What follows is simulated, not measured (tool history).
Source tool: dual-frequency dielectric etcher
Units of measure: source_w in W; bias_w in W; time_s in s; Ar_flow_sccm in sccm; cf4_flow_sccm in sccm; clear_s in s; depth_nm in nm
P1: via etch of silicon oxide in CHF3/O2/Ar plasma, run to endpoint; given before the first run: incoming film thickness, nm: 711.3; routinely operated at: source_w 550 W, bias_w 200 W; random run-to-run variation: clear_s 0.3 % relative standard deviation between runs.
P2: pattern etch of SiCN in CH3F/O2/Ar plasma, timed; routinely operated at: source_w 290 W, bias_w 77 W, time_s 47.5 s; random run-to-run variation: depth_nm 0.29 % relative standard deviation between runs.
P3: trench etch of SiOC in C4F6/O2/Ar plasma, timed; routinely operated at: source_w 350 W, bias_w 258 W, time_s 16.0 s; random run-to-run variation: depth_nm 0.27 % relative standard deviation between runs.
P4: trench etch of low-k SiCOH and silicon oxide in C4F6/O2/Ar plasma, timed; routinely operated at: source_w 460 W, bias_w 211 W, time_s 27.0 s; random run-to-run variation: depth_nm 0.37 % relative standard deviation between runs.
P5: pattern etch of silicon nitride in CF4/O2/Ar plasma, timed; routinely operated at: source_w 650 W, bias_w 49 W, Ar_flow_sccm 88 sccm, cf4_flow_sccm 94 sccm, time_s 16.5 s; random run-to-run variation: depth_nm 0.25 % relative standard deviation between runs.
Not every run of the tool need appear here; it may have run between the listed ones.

Run 1, hour 2.3: process P1, source_w 550 W, bias_w 200 W. Result: clear_s 356.88 s.
Run 2, hour 4.5: process P3, source_w 350 W, bias_w 348 W, time_s 16.0 s. Result: depth_nm 39.796 nm.
Run 3, hour 8.8: process P5, source_w 650 W, bias_w 49 W, time_s 20.5 s, Ar_flow_sccm 88 sccm, cf4_flow_sccm 94 sccm. Result: depth_nm 49.233 nm.
Run 4, hour 13.0: process P4, source_w 460 W, bias_w 211 W, time_s 27.0 s. Result: depth_nm 96.893 nm.
Run 5, hour 15.7: process P2, source_w 290 W, bias_w 77 W, time_s 62.5 s. Result: depth_nm 20.663 nm.
Run 6, hour 17.8: process P1, source_w 370 W, bias_w 200 W. Result: clear_s 415.25 s.
Run 7, hour 20.5: process P2, source_w 290 W, bias_w 103 W, time_s 47.5 s. Result: depth_nm 17.477 nm.
Run 8, hour 23.9: process P5, source_w 420 W, bias_w 49 W, time_s 16.5 s, Ar_flow_sccm 88 sccm, cf4_flow_sccm 94 sccm. Result: depth_nm 26.963 nm.
Run 9, hour 26.6: process P4, source_w 460 W, bias_w 266 W, time_s 27.0 s. Result: depth_nm 104.350 nm.
Run 10, hour 30.4: process P3, source_w 350 W, bias_w 258 W, time_s 16.0 s. Result: depth_nm 35.968 nm.
Run 11, hour 33.4: process P3, source_w 470 W, bias_w 258 W, time_s 16.0 s. Result: depth_nm 40.264 nm.
Run 12, hour 36.5: process P1, source_w 550 W, bias_w 200 W. Result: clear_s 358.03 s.
Run 13, hour 38.6: process P1, source_w 550 W, bias_w 200 W. Result: clear_s 358.74 s.
Run 14, hour 42.1: process P3, source_w 350 W, bias_w 258 W, time_s 9.0 s. Result: depth_nm 20.122 nm.
Run 15, hour 46.5: process P1, source_w 550 W, bias_w 261 W. Result: clear_s 325.35 s.
Run 16, hour 49.6: process P5, source_w 650 W, bias_w 49 W, time_s 16.5 s, Ar_flow_sccm 57 sccm, cf4_flow_sccm 94 sccm. Result: depth_nm 41.687 nm.
Run 17, hour 51.8: process P1, source_w 770 W, bias_w 232 W. Result: clear_s 298.00 s.
Run 18, hour 55.6: process P2, source_w 290 W, bias_w 77 W, time_s 47.5 s. Result: depth_nm 15.737 nm.
Run 19, hour 57.8: process P2, source_w 410 W, bias_w 77 W, time_s 47.5 s. Result: depth_nm 17.938 nm.
Run 20, hour 62.1: process P1, source_w 550 W, bias_w 200 W. Result: clear_s 359.05 s.
Run 21, hour 66.5: process P4, source_w 280 W, bias_w 211 W, time_s 27.0 s. Result: depth_nm 80.212 nm.
Run 22, hour 70.3: process P1, source_w 710 W, bias_w 200 W. Result: clear_s 325.91 s.
Run 23, hour 72.7: process P1, source_w 550 W, bias_w 200 W. Result: clear_s 357.17 s.
Run 24, hour 75.5: process P5, source_w 650 W, bias_w 49 W, time_s 16.5 s, Ar_flow_sccm 88 sccm, cf4_flow_sccm 94 sccm. Result: depth_nm 39.783 nm.
Run 25, hour 79.8: process P5, source_w 650 W, bias_w 31 W, time_s 16.5 s, Ar_flow_sccm 88 sccm, cf4_flow_sccm 94 sccm. Result: depth_nm 33.982 nm.
Run 26, hour 84.3: process P3, source_w 350 W, bias_w 258 W, time_s 16.0 s. Result: depth_nm 35.991 nm.
Run 27, hour 88.4: process P4, source_w 460 W, bias_w 211 W, time_s 40.0 s. Result: depth_nm 142.500 nm.
Run 28, hour 91.2: process P1, source_w 340 W, bias_w 163 W. Result: clear_s 461.22 s.
Run 29, hour 94.1: process P1, source_w 550 W, bias_w 120 W. Result: clear_s 423.25 s.
Run 30, hour 97.6: process P1, source_w 550 W, bias_w 200 W. Result: clear_s 360.52 s.
Run 31, hour 100.7: process P1, source_w 550 W, bias_w 200 W. Result: clear_s 358.63 s.
Run 32, hour 102.8: process P5, source_w 650 W, bias_w 49 W, time_s 16.5 s, Ar_flow_sccm 88 sccm, cf4_flow_sccm 70 sccm. Result: depth_nm 38.096 nm.
Run 33, hour 104.9: process P1, source_w 550 W, bias_w 200 W. Result: clear_s 359.48 s.
Run 34, hour 109.2: process P1, source_w 550 W, bias_w 200 W. Result: clear_s 360.98 s.
Run 35, hour 112.8: process P1, source_w 550 W, bias_w 200 W. Result: clear_s 361.22 s.
Run 36, hour 114.8: process P1, source_w 550 W, bias_w 200 W. Result: clear_s 363.13 s.
Run 37, hour 117.9: process P1, source_w 550 W, bias_w 200 W. Result: clear_s 363.13 s.
Run 38, hour 121.3: process P1, source_w 550 W, bias_w 200 W. Result: clear_s 363.61 s.
At hour 125.2: wet clean of the chamber.
Run 39, hour 125.2: process P1, source_w 550 W, bias_w 200 W. Result: clear_s 363.21 s.
Run 40, hour 128.4: process P1, source_w 550 W, bias_w 200 W. Result: clear_s 364.39 s.
Run 41, hour 132.3: process P1, source_w 550 W, bias_w 200 W. Result: clear_s 363.39 s.
Run 42, hour 135.7: process P1, source_w 550 W, bias_w 200 W. Result: clear_s 364.31 s.
Run 43, hour 139.9: process P1, source_w 550 W, bias_w 200 W. Result: clear_s 364.18 s.

P1 no longer gives what it gave before; its output has crept away from where it was. The following 2 causes, each at its listed size, fit the log equally well:
A: source power that arrives under what is set, % = 3.92
B: bias power that arrives under what is set, % = 4.32
The drift started at roughly hour 104.9.
Other possible causes, and why each is ruled out:
chamber walls in a state that lowers the etch rate, %: serviced after onset, at hour 125.2, with no recovery of the prior output

Below are 4 check runs, each on a single wafer, with their results shown as question marks. Which of them would tell the listed causes apart, meaning the causes would give clearly different results under it?
Run check 1, hour 144.1: process P3, source_w 350 W, bias_w 335 W, time_s 9.5 s. Result: depth_nm ?.
Run check 2, hour 144.1: process P5, source_w 650 W, bias_w 38 W, time_s 16.5 s, Ar_flow_sccm 88 sccm, cf4_flow_sccm 94 sccm. Result: depth_nm ?.
Run check 3, hour 144.1: process P4, source_w 290 W, bias_w 248 W, time_s 27.0 s. Result: depth_nm ?.
Run check 4, hour 144.1: process P2, source_w 400 W, bias_w 91 W, time_s 47.5 s. Result: depth_nm ?.

Check results expected under each cause:
  check    result    if A    if B
check 1  depth_nm  23.056  23.037
check 2  depth_nm  34.973  35.691
check 3  depth_nm  83.751  83.755
check 4  depth_nm  18.511  18.484
How far apart the two closest causes lie, in the result that separates them most: check 1 0.08 %; check 2 2.03 %; check 3 0.01 %; check 4 0.15 %
Only in check 2 would the causes give clearly different results; in the remaining checks their results would be nearly the same.

The results of check 2 are: depth_nm 35.878 nm. Based on these, which of the listed causes is it?

B is the cause: bias power that arrives under what is set, %.

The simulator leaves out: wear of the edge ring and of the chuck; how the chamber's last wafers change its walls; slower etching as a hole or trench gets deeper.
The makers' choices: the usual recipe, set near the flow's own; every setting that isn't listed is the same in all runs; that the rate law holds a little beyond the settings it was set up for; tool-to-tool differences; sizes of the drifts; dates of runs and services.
